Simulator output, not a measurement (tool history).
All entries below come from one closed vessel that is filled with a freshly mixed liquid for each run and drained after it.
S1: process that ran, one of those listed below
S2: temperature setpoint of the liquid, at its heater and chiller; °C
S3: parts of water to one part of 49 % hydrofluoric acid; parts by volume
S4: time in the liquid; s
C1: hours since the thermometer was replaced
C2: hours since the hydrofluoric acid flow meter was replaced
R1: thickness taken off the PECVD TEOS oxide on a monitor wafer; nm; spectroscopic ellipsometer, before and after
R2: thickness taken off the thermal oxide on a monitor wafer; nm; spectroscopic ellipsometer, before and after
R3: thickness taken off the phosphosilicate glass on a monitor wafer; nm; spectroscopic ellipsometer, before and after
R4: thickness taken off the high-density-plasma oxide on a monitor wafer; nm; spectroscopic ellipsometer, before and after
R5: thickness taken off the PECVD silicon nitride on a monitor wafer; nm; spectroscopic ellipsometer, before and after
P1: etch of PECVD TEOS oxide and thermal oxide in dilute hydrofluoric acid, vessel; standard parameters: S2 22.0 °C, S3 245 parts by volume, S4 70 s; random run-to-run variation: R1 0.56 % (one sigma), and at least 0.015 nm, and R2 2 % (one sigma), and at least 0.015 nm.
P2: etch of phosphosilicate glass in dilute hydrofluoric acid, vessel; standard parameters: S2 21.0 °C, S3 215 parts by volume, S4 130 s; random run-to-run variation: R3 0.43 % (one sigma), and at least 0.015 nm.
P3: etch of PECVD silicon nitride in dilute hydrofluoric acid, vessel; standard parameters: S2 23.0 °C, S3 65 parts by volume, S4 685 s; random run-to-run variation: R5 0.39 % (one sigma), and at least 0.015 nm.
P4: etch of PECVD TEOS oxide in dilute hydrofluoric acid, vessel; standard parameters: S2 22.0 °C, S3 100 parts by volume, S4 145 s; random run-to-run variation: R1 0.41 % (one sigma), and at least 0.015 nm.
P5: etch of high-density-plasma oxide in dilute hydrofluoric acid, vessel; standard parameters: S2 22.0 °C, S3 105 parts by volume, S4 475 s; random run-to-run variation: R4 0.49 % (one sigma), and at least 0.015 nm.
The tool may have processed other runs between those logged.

run	hour	S1	S2	S3	S4	C1	C2	R1	R2	R3	R4	R5
1	3.8	P1	22.0	245	70	1604.3	1400.5	6.3361	1.04600			
2	7.1	P1	17.5	355	70	1607.6	1403.8	3.2963	0.51949			
3	9.8	P1	22.0	245	70	1610.3	1406.5	6.2963	1.11370			
4	13.6	P2	21.0	215	130	1614.1	1410.3			42.1840		
5	18.1	P5	22.0	105	475	1618.6	1414.8				30.0060	
6	21.6	P1	22.0	245	35	1622.1	1418.3	3.1340	0.54541			
# hour 26.7: hydrofluoric acid flow meter replaced
7	26.7	P1	22.0	125	70	1627.2	0.1	13.8320	2.31400			
8	29.4	P2	21.0	215	30	1629.9	2.8			9.8178		
9	33.2	P1	22.0	245	110	1633.7	6.6	9.9398	1.67940			
10	36.1	P4	25.5	100	145	1636.6	9.5	17.2450				
11	39.8	P1	17.0	95	70	1640.3	13.2	15.6110	2.66290			
12	42.4	P5	28.0	105	475	1642.9	15.8				37.9270	
13	45.9	P3	23.0	65	1110	1646.4	19.3					92.484
14	49.6	P5	22.0	150	475	1650.1	23.0				20.1040	
15	54.3	P5	22.0	105	115	1654.8	27.7				7.2233	
16	59.8	P2	25.5	215	130	1660.3	33.2			49.4930		
17	65.3	P1	22.0	245	70	1665.8	38.7	6.3401	1.04270			
18	69.8	P3	30.0	65	685	1670.3	43.2					90.022
19	72.9	P5	22.0	105	475	1673.4	46.3				30.0960	
20	76.2	P4	22.0	60	145	1676.7	49.6	25.9130				
21	79.6	P4	22.0	100	60	1680.1	53.0	6.1278				
22	85.0	P3	23.0	65	685	1685.5	58.4					56.512
23	90.3	P1	28.0	245	70	1690.8	63.7	7.7176	1.31370			
24	94.1	P1	22.0	245	70	1694.6	67.5	6.2544	1.06330			
25	99.2	P3	23.0	110	685	1699.7	72.6					33.824
26	102.2	P3	23.0	65	685	1702.7	75.6					56.900
27	106.0	P1	22.0	415	70	1706.5	79.4	3.2040	0.56405			
28	111.5	P4	22.0	100	145	1712.0	84.9	14.9110				
29	115.3	P1	22.0	245	70	1715.8	88.7	6.2516	1.04700			
30	120.7	P1	18.0	245	70	1721.2	94.1	5.5093	0.91136			
31	126.3	P2	21.0	110	130	1726.8	99.7			92.9280		
32	131.0	P1	22.0	245	70	1731.5	104.4	6.2877	1.05040			
33	134.0	P1	22.0	245	70	1734.5	107.4	6.4142	1.09420			
34	137.4	P1	22.0	245	70	1737.9	110.8	6.5443	1.08210			
35	142.4	P1	22.0	245	70	1742.9	115.8	6.4670	1.11340			
36	147.5	P1	22.0	245	70	1748.0	120.9	6.5828	1.10980			
37	153.2	P1	22.0	245	70	1753.7	126.6	6.5257	1.14170			
38	155.8	P1	22.0	245	70	1756.3	129.2	6.6382	1.14730			
39	158.6	P1	22.0	245	70	1759.1	132.0	6.6061	1.09420			
40	162.5	P1	22.0	245	70	1763.0	135.9	6.6875	1.12900			
41	168.0	P1	22.0	245	70	1768.5	141.4	6.6471	1.10620			
42	171.3	P1	22.0	245	70	1771.8	144.7	6.5873	1.14390			

P1 has crept away from where it was. The log is fitted equally well by each of these 2 causes, at the sizes shown:
A: hydrofluoric acid flow above the setpoint (%) = 4.26
B: liquid hotter than its thermometer reads (K) = 1.42
The onset of the drift is placed at about hour 131.0.

4 check runs are offered, one wafer each, their results left as question marks. Which one tells the causes apart?
check 1	174.6	P4	22.0	100	145			?				
check 2	174.6	P5	22.0	105	475						?	
check 3	174.6	P2	21.0	215	130					?		
check 4	174.6	P3	23.0	65	685							?

What each check would give under each cause:
check	result	if A	if B
check 1	R1	15.6260	15.7890
check 2	R4	31.4280	31.7440
check 3	R3	44.4770	44.6070
check 4	R5	59.035	62.330
Minimum pairwise separation of causes per check, each pair taken at its best-separating result: check 1 1.04 %; check 2 1 %; check 3 0.29 %; check 4 5.43 %
Only in check 4 would the causes give clearly different results; in the remaining checks their results would be nearly the same.

The results of check 4 are: R5 59.284 nm. Based on these, which of the listed causes is it?

It was cause A: hydrofluoric acid flow above the setpoint (%).
